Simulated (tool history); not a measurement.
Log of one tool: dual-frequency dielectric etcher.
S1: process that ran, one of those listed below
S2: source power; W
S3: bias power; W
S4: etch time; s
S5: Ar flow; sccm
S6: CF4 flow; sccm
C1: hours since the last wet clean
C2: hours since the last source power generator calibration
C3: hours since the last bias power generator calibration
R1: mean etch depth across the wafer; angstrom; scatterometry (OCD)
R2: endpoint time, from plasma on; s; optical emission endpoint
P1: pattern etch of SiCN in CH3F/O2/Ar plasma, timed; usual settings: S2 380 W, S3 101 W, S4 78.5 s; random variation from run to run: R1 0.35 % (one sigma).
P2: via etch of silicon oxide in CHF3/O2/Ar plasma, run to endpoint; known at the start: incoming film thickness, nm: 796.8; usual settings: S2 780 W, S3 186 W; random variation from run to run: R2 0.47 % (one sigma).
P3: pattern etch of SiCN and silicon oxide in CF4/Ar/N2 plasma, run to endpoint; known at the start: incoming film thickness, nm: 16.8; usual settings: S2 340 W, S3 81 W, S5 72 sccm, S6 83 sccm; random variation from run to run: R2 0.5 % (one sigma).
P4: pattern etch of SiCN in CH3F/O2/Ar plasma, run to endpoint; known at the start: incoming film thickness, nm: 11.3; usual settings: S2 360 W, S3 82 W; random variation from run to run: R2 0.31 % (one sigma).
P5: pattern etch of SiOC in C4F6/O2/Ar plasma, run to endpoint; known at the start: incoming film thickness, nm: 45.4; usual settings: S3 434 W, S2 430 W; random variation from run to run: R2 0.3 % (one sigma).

{"run": 1, "hour": 15.2, "S1": "P1", "S2": 380, "S3": 101, "S4": 78.5, "C1": 177.4, "C2": 1815.6, "C3": 1546.3, "R1": 336.02}
{"run": 2, "hour": 23.4, "S1": "P3", "S2": 250, "S3": 81, "S5": 72, "S6": 83, "C1": 185.6, "C2": 1823.8, "C3": 1554.5, "R2": 29.027}
{"run": 3, "hour": 38.7, "S1": "P1", "S2": 380, "S3": 140, "S4": 78.5, "C1": 200.9, "C2": 1839.1, "C3": 1569.8, "R1": 382.32}
{"run": 4, "hour": 56.4, "S1": "P2", "S2": 780, "S3": 116, "C1": 218.6, "C2": 1856.8, "C3": 1587.5, "R2": 418.22}
{"run": 5, "hour": 73.4, "S1": "P1", "S2": 380, "S3": 101, "S4": 102.5, "C1": 235.6, "C2": 1873.8, "C3": 1604.5, "R1": 440}
{"run": 6, "hour": 91.6, "S1": "P4", "S2": 360, "S3": 66, "C1": 253.8, "C2": 1892, "C3": 1622.7, "R2": 32.783}
{"run": 7, "hour": 105.4, "S1": "P5", "S2": 600, "S3": 434, "C1": 267.6, "C2": 1905.8, "C3": 1636.5, "R2": 13.749}
{"run": 8, "hour": 120.0, "S1": "P1", "S2": 380, "S3": 101, "S4": 78.5, "C1": 282.2, "C2": 1920.4, "C3": 1651.1, "R1": 336.7}
{"run": 9, "hour": 133.9, "S1": "P1", "S2": 380, "S3": 101, "S4": 56.5, "C1": 296.1, "C2": 1934.3, "C3": 1665, "R1": 241.15}
{"run": 10, "hour": 143.6, "S1": "P4", "S2": 360, "S3": 82, "C1": 305.8, "C2": 1944, "C3": 1674.7, "R2": 30.55}
{"run": 11, "hour": 154.0, "S1": "P1", "S2": 380, "S3": 101, "S4": 78.5, "C1": 316.2, "C2": 1954.4, "C3": 1685.1, "R1": 335.67}
{"run": 12, "hour": 172.6, "S1": "P2", "S2": 780, "S3": 186, "C1": 334.8, "C2": 1973, "C3": 1703.7, "R2": 358.83}
{"run": 13, "hour": 191.0, "S1": "P1", "S2": 380, "S3": 101, "S4": 78.5, "C1": 353.2, "C2": 1991.4, "C3": 1722.1, "R1": 336.91}
{"run": 14, "hour": 200.6, "S1": "P2", "S2": 780, "S3": 186, "C1": 362.8, "C2": 2001, "C3": 1731.7, "R2": 360.26}
{"run": 15, "hour": 218.6, "S1": "P5", "S2": 430, "S3": 434, "C1": 380.8, "C2": 2019, "C3": 1749.7, "R2": 15.617}
{"run": 16, "hour": 227.1, "S1": "P4", "S2": 230, "S3": 82, "C1": 389.3, "C2": 2027.5, "C3": 1758.2, "R2": 35.839}
{"run": 17, "hour": 242.7, "S1": "P2", "S2": 1000, "S3": 186, "C1": 404.9, "C2": 2043.1, "C3": 1773.8, "R2": 327.47}
{"run": 18, "hour": 250.8, "S1": "P1", "S2": 250, "S3": 101, "S4": 78.5, "C1": 413, "C2": 2051.2, "C3": 1781.9, "R1": 288.12}
{"run": 19, "hour": 259.7, "S1": "P3", "S2": 340, "S3": 81, "S5": 72, "S6": 83, "C1": 421.9, "C2": 2060.1, "C3": 1790.8, "R2": 22.222}
{"run": 20, "hour": 275.2, "S1": "P1", "S2": 460, "S3": 101, "S4": 78.5, "C1": 437.4, "C2": 2075.6, "C3": 1806.3, "R1": 363.03}
{"run": 21, "hour": 287.3, "S1": "P5", "S2": 430, "S3": 597, "C1": 449.5, "C2": 2087.7, "C3": 1818.4, "R2": 13.798}
{"run": 22, "hour": 304.7, "S1": "P3", "S2": 340, "S3": 81, "S5": 72, "S6": 83, "C1": 466.9, "C2": 2105.1, "C3": 1835.8, "R2": 22.129}
{"run": 23, "hour": 316.2, "S1": "P3", "S2": 340, "S3": 104, "S5": 72, "S6": 83, "C1": 478.4, "C2": 2116.6, "C3": 1847.3, "R2": 20.289}
{"run": 24, "hour": 327.6, "S1": "P4", "S2": 360, "S3": 82, "C1": 489.8, "C2": 2128, "C3": 1858.7, "R2": 30.255}
{"run": 25, "hour": 345.0, "S1": "P1", "S2": 380, "S3": 101, "S4": 78.5, "C1": 507.2, "C2": 2145.4, "C3": 1876.1, "R1": 337.98}
{"run": 26, "hour": 357.8, "S1": "P1", "S2": 380, "S3": 78, "S4": 78.5, "C1": 520, "C2": 2158.2, "C3": 1888.9, "R1": 304.1}
{"run": 27, "hour": 375.6, "S1": "P3", "S2": 340, "S3": 81, "S5": 94, "S6": 83, "C1": 537.8, "C2": 2176, "C3": 1906.7, "R2": 23.046}
{"run": 28, "hour": 385.4, "S1": "P3", "S2": 340, "S3": 81, "S5": 72, "S6": 106, "C1": 547.6, "C2": 2185.8, "C3": 1916.5, "R2": 21.655}
{"run": 29, "hour": 397.2, "S1": "P1", "S2": 280, "S3": 101, "S4": 103, "C1": 559.4, "C2": 2197.6, "C3": 1928.3, "R1": 395.11}
{"run": 30, "hour": 414.1, "S1": "P1", "S2": 380, "S3": 101, "S4": 78.5, "C1": 576.3, "C2": 2214.5, "C3": 1945.2, "R1": 334.27}
{"run": 31, "hour": 426.7, "S1": "P1", "S2": 380, "S3": 101, "S4": 78.5, "C1": 588.9, "C2": 2227.1, "C3": 1957.8, "R1": 333.21}
{"run": 32, "hour": 442.4, "S1": "P1", "S2": 380, "S3": 101, "S4": 78.5, "C1": 604.6, "C2": 2242.8, "C3": 1973.5, "R1": 333.45}
{"run": 33, "hour": 460.3, "S1": "P1", "S2": 380, "S3": 101, "S4": 78.5, "C1": 622.5, "C2": 2260.7, "C3": 1991.4, "R1": 330.01}
{"hour": 467.0, "done": "wet clean of the chamber"}
{"run": 34, "hour": 478.2, "S1": "P1", "S2": 380, "S3": 101, "S4": 78.5, "C1": 11.2, "C2": 2278.6, "C3": 2009.3, "R1": 333.53}
{"run": 35, "hour": 494.9, "S1": "P1", "S2": 380, "S3": 101, "S4": 78.5, "C1": 27.9, "C2": 2295.3, "C3": 2026, "R1": 330.64}
{"run": 36, "hour": 509.6, "S1": "P1", "S2": 380, "S3": 101, "S4": 78.5, "C1": 42.6, "C2": 2310, "C3": 2040.7, "R1": 330.33}
{"run": 37, "hour": 524.1, "S1": "P1", "S2": 380, "S3": 101, "S4": 78.5, "C1": 57.1, "C2": 2324.5, "C3": 2055.2, "R1": 328.94}

What P1 gives has crept away from where it was. These 2 causes fit the log equally well, each at the size given:
A: source power that arrives under what is set, % = 4.71
B: bias power that arrives under what is set, % = 4.59
The creep began at about hour 426.7.
Why every other cause is out:
chamber walls in a state that lowers the etch rate, %: serviced at hour 467, which brought nothing back

4 check runs are offered, each on 2 wafers whose results are averaged, their results left as question marks. Which one tells the causes apart?
{"run": "check 1", "hour": 538.6, "S1": "P5", "S2": 430, "S3": 434, "R2": "?"}
{"run": "check 2", "hour": 538.6, "S1": "P3", "S2": 340, "S3": 81, "S5": 72, "S6": 83, "R2": "?"}
{"run": "check 3", "hour": 538.6, "S1": "P2", "S2": 780, "S3": 186, "R2": "?"}
{"run": "check 4", "hour": 538.6, "S1": "P4", "S2": 360, "S3": 82, "R2": "?"}

What each check would give under each cause:
check=check_1 result=R2 if_A=15.85 if_B=15.836
check=check_2 result=R2 if_A=23.164 if_B=22.542
check=check_3 result=R2 if_A=366.35 if_B=365.26
check=check_4 result=R2 if_A=30.975 if_B=30.949
How far apart the two closest causes lie, in the result that separates them most: check 1 0.09 %; check 2 2.72 %; check 3 0.3 %; check 4 0.08 %
Only check 2 tells the causes apart: in the others they would give nearly the same result.

Then check 2 was run and gave: R2 22.49 s. Which cause is it?

It is B: bias power that arrives under what is set, %.

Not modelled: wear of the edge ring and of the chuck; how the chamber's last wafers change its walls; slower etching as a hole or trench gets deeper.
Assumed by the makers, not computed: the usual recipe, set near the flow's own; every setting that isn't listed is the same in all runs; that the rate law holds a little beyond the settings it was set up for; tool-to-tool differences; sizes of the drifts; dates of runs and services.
